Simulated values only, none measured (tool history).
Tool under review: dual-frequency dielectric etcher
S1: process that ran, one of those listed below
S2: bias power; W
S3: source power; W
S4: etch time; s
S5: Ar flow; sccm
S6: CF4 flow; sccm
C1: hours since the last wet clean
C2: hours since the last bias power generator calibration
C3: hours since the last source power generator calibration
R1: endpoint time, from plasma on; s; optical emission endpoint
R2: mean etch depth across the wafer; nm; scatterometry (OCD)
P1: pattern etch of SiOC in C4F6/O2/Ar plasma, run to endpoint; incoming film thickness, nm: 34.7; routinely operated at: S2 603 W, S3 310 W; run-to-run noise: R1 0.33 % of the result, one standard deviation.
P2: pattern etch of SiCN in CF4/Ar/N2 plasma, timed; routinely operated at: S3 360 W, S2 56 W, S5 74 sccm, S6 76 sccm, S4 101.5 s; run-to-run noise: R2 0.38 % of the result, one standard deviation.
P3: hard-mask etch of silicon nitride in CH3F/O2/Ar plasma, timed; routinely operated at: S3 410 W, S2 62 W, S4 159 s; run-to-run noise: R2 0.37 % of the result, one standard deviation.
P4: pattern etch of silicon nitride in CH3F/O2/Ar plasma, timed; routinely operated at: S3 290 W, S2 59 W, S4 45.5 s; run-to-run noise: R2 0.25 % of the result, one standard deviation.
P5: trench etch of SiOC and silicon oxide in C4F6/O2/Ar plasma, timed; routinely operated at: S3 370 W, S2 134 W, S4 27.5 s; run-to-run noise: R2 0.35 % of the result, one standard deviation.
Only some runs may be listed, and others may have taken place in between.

run     day  S1   S2   S3     S4  S5  S6     C1      C2     C3      R1      R2
  1   0.504  P1  603  310                   343  2117.2  317.6  11.568
  2   0.908  P1  826  370                 352.7  2126.9  327.3   9.637
  3     1.4  P3   62  570    159          364.5  2138.7  339.1          120.99
  4   1.921  P1  603  440                   377  2151.2  351.6  10.158
  5   2.517  P5  134  230   27.5          391.3  2165.5  365.9          40.569
  6   2.912  P2   77  360  101.5  74  76  400.8    2175  375.4          78.228
  7   3.204  P5  134  370   27.5          407.8    2182  382.4          49.224
  8   3.633  P4   59  200   45.5          418.1  2192.3  392.7          23.036
  9   4.121  P4   59  290   45.5          429.8    2204  404.4          26.676
      4.329  -- source power generator calibrated
 10   4.479  P1  603  310                 438.4  2212.6    3.7  11.558
 11   4.792  P4   59  290   45.5          445.9  2220.1   11.2          26.531
 12   5.204  P1  603  220                 455.8    2230   21.1  13.128
 13   5.575  P2   56  360  101.5  74  76  464.7  2238.9     30          70.611
 14   6.179  P4   59  290   63.5          479.2  2253.4   44.5           37.19
 15   6.554  P2   56  360  101.5  59  76  488.2  2262.4   53.5          72.865
 16   7.158  P2   56  360   65.5  74  76  502.7  2276.9     68          45.739
 17   7.704  P1  603  310                 515.8    2290   81.1  11.602
 18   8.254  P4   48  290   45.5            529  2303.2   94.3          24.785
 19   8.729  P1  603  310                 540.4  2314.6  105.7  11.568
 20   9.133  P3   82  410    159          550.1  2324.3  115.4          116.94
 21   9.788  P5  134  370   27.5          565.8    2340  131.1          49.269
 22  10.167  P5  134  370     34          574.9  2349.1  140.2           60.61
 23  10.667  P3   62  410    159          586.9  2361.1  152.2          105.48
 24  11.238  P3   62  410  223.5          600.6  2374.8  165.9          149.09
 25  11.629  P1  844  310                   610  2384.2  175.3  10.153
 26  11.971  P2   56  360  101.5  74  57  618.2  2392.4  183.5          67.286
 27  12.575  P2   56  500  101.5  74  76  632.7  2406.9    198          94.676
 28  13.083  P5   91  370   27.5          644.9  2419.1  210.2          43.933
 29  13.579  P1  480  310                 656.8    2431  222.1  12.596
 30  14.046  P1  603  310                   668  2442.2  233.3  11.538
 31  14.692  P1  603  310                 683.5  2457.7  248.8  11.496
 32  15.192  P1  603  310                 695.5  2469.7  260.8  11.497
 33  15.671  P1  603  310                   707  2481.2  272.3  11.446
 34  16.083  P1  603  310                 716.9  2491.1  282.2   11.48

Run 35 comes next. What will it give?
     16.183  -- wet clean of the chamber
 35  16.642  P1  603  310              11.1  2504.5  295.6   ?

R1: 11.358 s
